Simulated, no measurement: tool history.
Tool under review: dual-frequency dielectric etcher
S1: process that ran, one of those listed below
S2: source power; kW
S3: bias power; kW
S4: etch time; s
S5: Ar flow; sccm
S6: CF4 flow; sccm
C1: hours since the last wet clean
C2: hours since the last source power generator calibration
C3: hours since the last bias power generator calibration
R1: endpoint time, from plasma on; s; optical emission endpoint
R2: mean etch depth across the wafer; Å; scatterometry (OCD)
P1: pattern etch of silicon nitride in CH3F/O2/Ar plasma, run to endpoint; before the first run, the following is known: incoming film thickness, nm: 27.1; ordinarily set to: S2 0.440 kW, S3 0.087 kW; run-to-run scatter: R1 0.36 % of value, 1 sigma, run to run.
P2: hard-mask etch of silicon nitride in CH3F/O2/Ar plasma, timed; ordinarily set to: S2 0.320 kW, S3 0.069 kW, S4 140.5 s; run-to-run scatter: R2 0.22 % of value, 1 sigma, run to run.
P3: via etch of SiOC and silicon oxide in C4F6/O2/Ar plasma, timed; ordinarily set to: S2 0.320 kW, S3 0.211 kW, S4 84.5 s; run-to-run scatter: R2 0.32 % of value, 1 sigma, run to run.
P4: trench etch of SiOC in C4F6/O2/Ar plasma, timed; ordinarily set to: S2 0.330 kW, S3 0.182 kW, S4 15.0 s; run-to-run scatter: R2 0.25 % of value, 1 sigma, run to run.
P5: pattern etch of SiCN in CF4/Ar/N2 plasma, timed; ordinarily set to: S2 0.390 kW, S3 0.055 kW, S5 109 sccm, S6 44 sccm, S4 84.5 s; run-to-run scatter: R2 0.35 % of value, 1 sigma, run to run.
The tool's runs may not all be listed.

Run 1, hour 7.5: S1 P1, S2 0.440 kW, S3 0.087 kW; C1 192.2; C2 955.8; C3 1418.4. Result: R1 35.505 s.
Run 2, hour 13.9: S1 P3, S2 0.320 kW, S3 0.170 kW, S4 84.5 s; C1 198.6; C2 962.2; C3 1424.8. Result: R2 870.04 Å.
Run 3, hour 21.1: S1 P3, S2 0.320 kW, S3 0.211 kW, S4 84.5 s; C1 205.8; C2 969.4; C3 1432.0. Result: R2 941.85 Å.
Run 4, hour 28.6: S1 P5, S2 0.510 kW, S3 0.055 kW, S4 84.5 s, S5 109 sccm, S6 44 sccm; C1 213.3; C2 976.9; C3 1439.5. Result: R2 678.96 Å.
Run 5, hour 33.4: S1 P2, S2 0.320 kW, S3 0.069 kW, S4 140.5 s; C1 218.1; C2 981.7; C3 1444.3. Result: R2 865.05 Å.
Run 6, hour 38.3: S1 P1, S2 0.440 kW, S3 0.087 kW; C1 223.0; C2 986.6; C3 1449.2. Result: R1 35.587 s.
Run 7, hour 43.3: S1 P4, S2 0.330 kW, S3 0.107 kW, S4 15.0 s; C1 228.0; C2 991.6; C3 1454.2. Result: R2 242.97 Å.
Run 8, hour 47.8: S1 P3, S2 0.320 kW, S3 0.211 kW, S4 111.5 s; C1 232.5; C2 996.1; C3 1458.7. Result: R2 1239.30 Å.
Run 9, hour 54.9: S1 P5, S2 0.390 kW, S3 0.067 kW, S4 84.5 s, S5 109 sccm, S6 44 sccm; C1 239.6; C2 1003.2; C3 1465.8. Result: R2 577.92 Å.
At hour 60.2: wet clean of the chamber.
Run 10, hour 62.4: S1 P4, S2 0.400 kW, S3 0.182 kW, S4 15.0 s; C1 2.2; C2 1010.7; C3 1473.3. Result: R2 308.36 Å.
Run 11, hour 66.2: S1 P1, S2 0.440 kW, S3 0.087 kW; C1 6.0; C2 1014.5; C3 1477.1. Result: R1 35.412 s.
Run 12, hour 72.3: S1 P5, S2 0.390 kW, S3 0.055 kW, S4 84.5 s, S5 109 sccm, S6 44 sccm; C1 12.1; C2 1020.6; C3 1483.2. Result: R2 536.43 Å.
Run 13, hour 79.4: S1 P1, S2 0.330 kW, S3 0.052 kW; C1 19.2; C2 1027.7; C3 1490.3. Result: R1 47.112 s.
Run 14, hour 84.5: S1 P1, S2 0.440 kW, S3 0.087 kW; C1 24.3; C2 1032.8; C3 1495.4. Result: R1 35.548 s.
Run 15, hour 89.6: S1 P1, S2 0.610 kW, S3 0.106 kW; C1 29.4; C2 1037.9; C3 1500.5. Result: R1 29.093 s.
Run 16, hour 97.5: S1 P1, S2 0.570 kW, S3 0.087 kW; C1 37.3; C2 1045.8; C3 1508.4. Result: R1 32.022 s.
Run 17, hour 101.6: S1 P4, S2 0.330 kW, S3 0.182 kW, S4 15.0 s; C1 41.4; C2 1049.9; C3 1512.5. Result: R2 285.19 Å.
Run 18, hour 109.2: S1 P2, S2 0.200 kW, S3 0.069 kW, S4 140.5 s; C1 49.0; C2 1057.5; C3 1520.1. Result: R2 723.40 Å.
Run 19, hour 115.1: S1 P4, S2 0.330 kW, S3 0.182 kW, S4 8.0 s; C1 54.9; C2 1063.4; C3 1526.0. Result: R2 152.75 Å.
Run 20, hour 118.8: S1 P1, S2 0.440 kW, S3 0.059 kW; C1 58.6; C2 1067.1; C3 1529.7. Result: R1 40.663 s.
Run 21, hour 123.7: S1 P5, S2 0.390 kW, S3 0.055 kW, S4 84.5 s, S5 131 sccm, S6 44 sccm; C1 63.5; C2 1072.0; C3 1534.6. Result: R2 516.11 Å.
Run 22, hour 129.8: S1 P1, S2 0.320 kW, S3 0.087 kW; C1 69.6; C2 1078.1; C3 1540.7. Result: R1 39.823 s.
Run 23, hour 134.5: S1 P5, S2 0.390 kW, S3 0.055 kW, S4 84.5 s, S5 109 sccm, S6 56 sccm; C1 74.3; C2 1082.8; C3 1545.4. Result: R2 555.07 Å.
Run 24, hour 141.8: S1 P2, S2 0.320 kW, S3 0.069 kW, S4 200.0 s; C1 81.6; C2 1090.1; C3 1552.7. Result: R2 1232.80 Å.
Run 25, hour 147.3: S1 P2, S2 0.320 kW, S3 0.089 kW, S4 140.5 s; C1 87.1; C2 1095.6; C3 1558.2. Result: R2 946.83 Å.
Run 26, hour 154.0: S1 P5, S2 0.390 kW, S3 0.055 kW, S4 106.5 s, S5 109 sccm, S6 44 sccm; C1 93.8; C2 1102.3; C3 1564.9. Result: R2 673.61 Å.
Run 27, hour 159.9: S1 P3, S2 0.420 kW, S3 0.211 kW, S4 84.5 s; C1 99.7; C2 1108.2; C3 1570.8. Result: R2 1040.20 Å.
Run 28, hour 167.7: S1 P4, S2 0.330 kW, S3 0.182 kW, S4 15.0 s; C1 107.5; C2 1116.0; C3 1578.6. Result: R2 284.93 Å.
Run 29, hour 174.4: S1 P1, S2 0.440 kW, S3 0.111 kW; C1 114.2; C2 1122.7; C3 1585.3. Result: R1 32.444 s.
Run 30, hour 181.8: S1 P5, S2 0.390 kW, S3 0.055 kW, S4 84.5 s, S5 109 sccm, S6 44 sccm; C1 121.6; C2 1130.1; C3 1592.7. Result: R2 533.70 Å.
Run 31, hour 186.0: S1 P1, S2 0.440 kW, S3 0.087 kW; C1 125.8; C2 1134.3; C3 1596.9. Result: R1 35.541 s.
Run 32, hour 191.6: S1 P1, S2 0.440 kW, S3 0.087 kW; C1 131.4; C2 1139.9; C3 1602.5. Result: R1 35.658 s.
Run 33, hour 197.6: S1 P1, S2 0.440 kW, S3 0.087 kW; C1 137.4; C2 1145.9; C3 1608.5. Result: R1 35.806 s.
Run 34, hour 204.3: S1 P1, S2 0.440 kW, S3 0.087 kW; C1 144.1; C2 1152.6; C3 1615.2. Result: R1 35.741 s.
Run 35, hour 208.3: S1 P1, S2 0.440 kW, S3 0.087 kW; C1 148.1; C2 1156.6; C3 1619.2. Result: R1 35.928 s.
Run 36, hour 216.5: S1 P1, S2 0.440 kW, S3 0.087 kW; C1 156.3; C2 1164.8; C3 1627.4. Result: R1 36.055 s.
Run 37, hour 224.4: S1 P1, S2 0.440 kW, S3 0.087 kW; C1 164.2; C2 1172.7; C3 1635.3. Result: R1 35.968 s.
At hour 225.7: wet clean of the chamber.
Run 38, hour 230.7: S1 P1, S2 0.440 kW, S3 0.087 kW; C1 5.0; C2 1179.0; C3 1641.6. Result: R1 36.023 s.
Run 39, hour 234.5: S1 P1, S2 0.440 kW, S3 0.087 kW; C1 8.8; C2 1182.8; C3 1645.4. Result: R1 36.027 s.
Run 40, hour 239.9: S1 P1, S2 0.440 kW, S3 0.087 kW; C1 14.2; C2 1188.2; C3 1650.8. Result: R1 36.001 s.
Run 41, hour 244.2: S1 P1, S2 0.440 kW, S3 0.087 kW; C1 18.5; C2 1192.5; C3 1655.1. Result: R1 35.931 s.
Run 42, hour 251.8: S1 P1, S2 0.440 kW, S3 0.087 kW; C1 26.1; C2 1200.1; C3 1662.7. Result: R1 36.035 s.

What P1 gives has crept away from where it was. These 2 causes fit the log equally well, each at the size given:
A: source power that arrives under what is set, % = 4.64
B: bias power that arrives under what is set, % = 4.93
At approximately hour 186.0, the process output began to creep.
Ruled out, with reasons:
chamber walls in a state that lowers the etch rate, %: serviced at hour 225.7, after the drift had started, without restoring the earlier output

Each of the check runs listed below is run on 2 wafers and reports their average, with the results left as question marks. Pick the one under which the possible causes would lead to clearly different results.
Run check 1, hour 259.4: S1 P5, S2 0.390 kW, S3 0.055 kW, S4 84.5 s, S5 127 sccm, S6 44 sccm. Result: R2 ?.
Run check 2, hour 259.4: S1 P3, S2 0.380 kW, S3 0.211 kW, S4 84.5 s. Result: R2 ?.
Run check 3, hour 259.4: S1 P2, S2 0.230 kW, S3 0.069 kW, S4 183.5 s. Result: R2 ?.
Run check 4, hour 259.4: S1 P4, S2 0.330 kW, S3 0.123 kW, S4 9.0 s. Result: R2 ?.

What each check would give under each cause:
  check  result    if A    if B
check 1      R2  498.89  510.22
check 2      R2  986.76  988.17
check 3      R2  981.60  981.60
check 4      R2  149.32  149.93
Per-check spread between the two closest causes, in the result where they differ most: check 1 2.25 %; check 2 0.14 %; check 3 0 %; check 4 0.41 %
Check 1 tells the causes apart: in the others they would give nearly the same result.

After running check 1, the following was obtained: R2 497.87 Å. Which cause does this point to?

Of the candidate causes, it is A: source power that arrives under what is set, %.
